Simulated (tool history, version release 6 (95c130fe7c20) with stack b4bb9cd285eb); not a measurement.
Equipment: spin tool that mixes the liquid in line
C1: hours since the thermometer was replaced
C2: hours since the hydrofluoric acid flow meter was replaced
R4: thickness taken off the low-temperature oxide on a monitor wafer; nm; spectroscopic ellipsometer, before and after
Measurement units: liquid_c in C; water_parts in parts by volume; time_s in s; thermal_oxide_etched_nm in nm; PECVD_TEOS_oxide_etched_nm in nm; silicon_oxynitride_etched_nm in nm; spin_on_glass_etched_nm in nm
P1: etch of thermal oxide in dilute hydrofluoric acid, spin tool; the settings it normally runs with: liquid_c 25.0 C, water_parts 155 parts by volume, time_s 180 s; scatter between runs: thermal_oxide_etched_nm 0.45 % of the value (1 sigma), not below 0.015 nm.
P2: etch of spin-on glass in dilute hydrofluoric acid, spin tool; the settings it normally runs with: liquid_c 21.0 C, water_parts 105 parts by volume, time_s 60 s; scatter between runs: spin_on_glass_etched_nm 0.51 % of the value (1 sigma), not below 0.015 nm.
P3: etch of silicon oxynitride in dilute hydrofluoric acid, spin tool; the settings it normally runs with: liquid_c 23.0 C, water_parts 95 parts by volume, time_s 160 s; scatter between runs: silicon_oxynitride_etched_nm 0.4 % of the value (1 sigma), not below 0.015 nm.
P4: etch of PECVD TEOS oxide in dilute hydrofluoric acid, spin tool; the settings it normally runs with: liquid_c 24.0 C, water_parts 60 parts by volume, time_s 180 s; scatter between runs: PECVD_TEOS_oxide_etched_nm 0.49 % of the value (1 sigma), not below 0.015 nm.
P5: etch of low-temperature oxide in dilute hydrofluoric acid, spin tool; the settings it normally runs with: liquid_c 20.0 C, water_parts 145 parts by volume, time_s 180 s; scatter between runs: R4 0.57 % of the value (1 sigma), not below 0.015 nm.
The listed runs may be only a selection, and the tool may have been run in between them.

run 1 day=0.154 | process=P1 liquid_c=25.0 water_parts=155 time_s=180 | C1=1257.6 C2=359.9 | thermal_oxide_etched_nm=5.82100
run 2 day=0.421 | process=P4 liquid_c=24.0 water_parts=60 time_s=360 | C1=1264.0 C2=366.3 | PECVD_TEOS_oxide_etched_nm=66.978
run 3 day=0.671 | process=P1 liquid_c=25.0 water_parts=155 time_s=180 | C1=1270.0 C2=372.3 | thermal_oxide_etched_nm=5.82900
run 4 day=0.812 | process=P3 liquid_c=18.0 water_parts=95 time_s=160 | C1=1273.4 C2=375.7 | silicon_oxynitride_etched_nm=5.1183
run 5 day=1.046 | process=P1 liquid_c=19.0 water_parts=60 time_s=180 | C1=1279.0 C2=381.3 | thermal_oxide_etched_nm=13.21000
run 6 day=1.254 | process=P1 liquid_c=25.0 water_parts=155 time_s=180 | C1=1284.0 C2=386.3 | thermal_oxide_etched_nm=5.83910
run 7 day=1.392 | process=P4 liquid_c=24.0 water_parts=60 time_s=180 | C1=1287.3 C2=389.6 | PECVD_TEOS_oxide_etched_nm=33.175
run 8 day=1.579 | process=P5 liquid_c=17.0 water_parts=145 time_s=180 | C1=1291.8 C2=394.1 | R4=13.684
run 9 day=1.775 | process=P5 liquid_c=20.0 water_parts=90 time_s=180 | C1=1296.5 C2=398.8 | R4=26.396
run 10 day=1.925 | process=P4 liquid_c=24.0 water_parts=20 time_s=180 | C1=1300.1 C2=402.4 | PECVD_TEOS_oxide_etched_nm=106.490
run 11 day=2.117 | process=P5 liquid_c=20.0 water_parts=145 time_s=180 | C1=1304.7 C2=407.0 | R4=15.712
run 12 day=2.375 | process=P1 liquid_c=25.0 water_parts=155 time_s=20 | C1=1310.9 C2=413.2 | thermal_oxide_etched_nm=0.66763
run 13 day=2.546 | process=P4 liquid_c=24.0 water_parts=60 time_s=180 | C1=1315.0 C2=417.3 | PECVD_TEOS_oxide_etched_nm=33.485
run 14 day=2.683 | process=P1 liquid_c=31.5 water_parts=155 time_s=180 | C1=1318.3 C2=420.6 | thermal_oxide_etched_nm=7.35210
run 15 day=2.846 | process=P1 liquid_c=25.0 water_parts=155 time_s=285 | C1=1322.2 C2=424.5 | thermal_oxide_etched_nm=9.22580
run 16 day=3.038 | process=P1 liquid_c=25.0 water_parts=285 time_s=180 | C1=1326.8 C2=429.1 | thermal_oxide_etched_nm=2.76890
run 17 day=3.258 | process=P2 liquid_c=21.0 water_parts=105 time_s=20 | C1=1332.1 C2=434.4 | spin_on_glass_etched_nm=5.3367
run 18 day=3.408 | process=P2 liquid_c=21.0 water_parts=105 time_s=60 | C1=1335.7 C2=438.0 | spin_on_glass_etched_nm=16.0690
run 19 day=3.704 | process=P1 liquid_c=25.0 water_parts=155 time_s=180 | C1=1342.8 C2=445.1 | thermal_oxide_etched_nm=5.85850
run 20 day=4.008 | process=P3 liquid_c=23.0 water_parts=95 time_s=160 | C1=1350.1 C2=452.4 | silicon_oxynitride_etched_nm=6.4783
run 21 day=4.292 | process=P3 liquid_c=23.0 water_parts=95 time_s=295 | C1=1356.9 C2=459.2 | silicon_oxynitride_etched_nm=12.0670
run 22 day=4.546 | process=P5 liquid_c=20.0 water_parts=145 time_s=180 | C1=1363.0 C2=465.3 | R4=15.524
run 23 day=4.754 | process=P1 liquid_c=25.0 water_parts=155 time_s=180 | C1=1368.0 C2=470.3 | thermal_oxide_etched_nm=5.91640
run 24 day=5.038 | process=P5 liquid_c=20.0 water_parts=145 time_s=315 | C1=1374.8 C2=477.1 | R4=27.107
run 25 day=5.304 | process=P3 liquid_c=23.0 water_parts=45 time_s=160 | C1=1381.2 C2=483.5 | silicon_oxynitride_etched_nm=14.3560
run 26 day=5.492 | process=P4 liquid_c=31.0 water_parts=60 time_s=180 | C1=1385.7 C2=488.0 | PECVD_TEOS_oxide_etched_nm=44.038
run 27 day=5.625 | process=P2 liquid_c=21.0 water_parts=165 time_s=60 | C1=1388.9 C2=491.2 | spin_on_glass_etched_nm=9.5120
run 28 day=5.908 | process=P1 liquid_c=25.0 water_parts=60 time_s=305 | C1=1395.7 C2=498.0 | thermal_oxide_etched_nm=28.68600
run 29 day=6.096 | process=P2 liquid_c=17.0 water_parts=105 time_s=60 | C1=1400.2 C2=502.5 | spin_on_glass_etched_nm=13.5410
run 30 day=6.346 | process=P1 liquid_c=25.0 water_parts=50 time_s=180 | C1=1406.2 C2=508.5 | thermal_oxide_etched_nm=20.46000
run 31 day=6.496 | process=P1 liquid_c=17.0 water_parts=155 time_s=180 | C1=1409.8 C2=512.1 | thermal_oxide_etched_nm=4.28190
run 32 day=6.692 | process=P1 liquid_c=25.0 water_parts=155 time_s=180 | C1=1414.5 C2=516.8 | thermal_oxide_etched_nm=5.79130
run 33 day=6.979 | process=P1 liquid_c=25.0 water_parts=155 time_s=180 | C1=1421.4 C2=523.7 | thermal_oxide_etched_nm=6.03890
run 34 day=7.162 | process=P1 liquid_c=25.0 water_parts=155 time_s=180 | C1=1425.8 C2=528.1 | thermal_oxide_etched_nm=6.17540
run 35 day=7.379 | process=P1 liquid_c=25.0 water_parts=155 time_s=180 | C1=1431.0 C2=533.3 | thermal_oxide_etched_nm=6.29500
run 36 day=7.654 | process=P1 liquid_c=25.0 water_parts=155 time_s=180 | C1=1437.6 C2=539.9 | thermal_oxide_etched_nm=6.32000
run 37 day=7.796 | process=P1 liquid_c=25.0 water_parts=155 time_s=180 | C1=1441.0 C2=543.3 | thermal_oxide_etched_nm=6.32870
run 38 day=7.992 | process=P1 liquid_c=25.0 water_parts=155 time_s=180 | C1=1445.7 C2=548.0 | thermal_oxide_etched_nm=6.39650
run 39 day=8.154 | process=P1 liquid_c=25.0 water_parts=155 time_s=180 | C1=1449.6 C2=551.9 | thermal_oxide_etched_nm=6.36160
run 40 day=8.429 | process=P1 liquid_c=25.0 water_parts=155 time_s=180 | C1=1456.2 C2=558.5 | thermal_oxide_etched_nm=6.35180

Something has made what P1 gives creep away from where it was; the 2 causes below, each at its own stated size, fit the log equally well:
A: hydrofluoric acid flow above the setpoint (%) = 8.03
B: liquid hotter than its thermometer reads (K) = 2.44
The gradual shift began around day 6.692.

Each of the 4 check runs below uses one wafer; its results are left as question marks. Which run tells the causes apart?
run check 1 day=8.704 | process=P5 liquid_c=17.0 water_parts=145 time_s=265 | R4=?
run check 2 day=8.704 | process=P2 liquid_c=21.0 water_parts=160 time_s=60 | spin_on_glass_etched_nm=?
run check 3 day=8.704 | process=P4 liquid_c=31.0 water_parts=60 time_s=340 | PECVD_TEOS_oxide_etched_nm=?
run check 4 day=8.704 | process=P3 liquid_c=23.0 water_parts=50 time_s=285 | silicon_oxynitride_etched_nm=?

Outcome of each check run for each possible cause:
check=check_1 result=R4 if_A=22.152 if_B=22.403
check=check_2 result=spin_on_glass_etched_nm if_A=10.8150 if_B=10.8640
check=check_3 result=PECVD_TEOS_oxide_etched_nm if_A=90.698 if_B=91.512
check=check_4 result=silicon_oxynitride_etched_nm if_A=24.8410 if_B=25.8200
Gap, in per cent, between the two causes that each check separates least, read from the result that separates them most: check 1 1.13 %; check 2 0.45 %; check 3 0.89 %; check 4 3.86 %
Check 4 is the one run that separates the causes; every other check would come out nearly the same whichever cause is at work.

After running check 4, the following was obtained: silicon_oxynitride_etched_nm 25.8980 nm. Which cause does this point to?

The cause is B: liquid hotter than its thermometer reads (K).
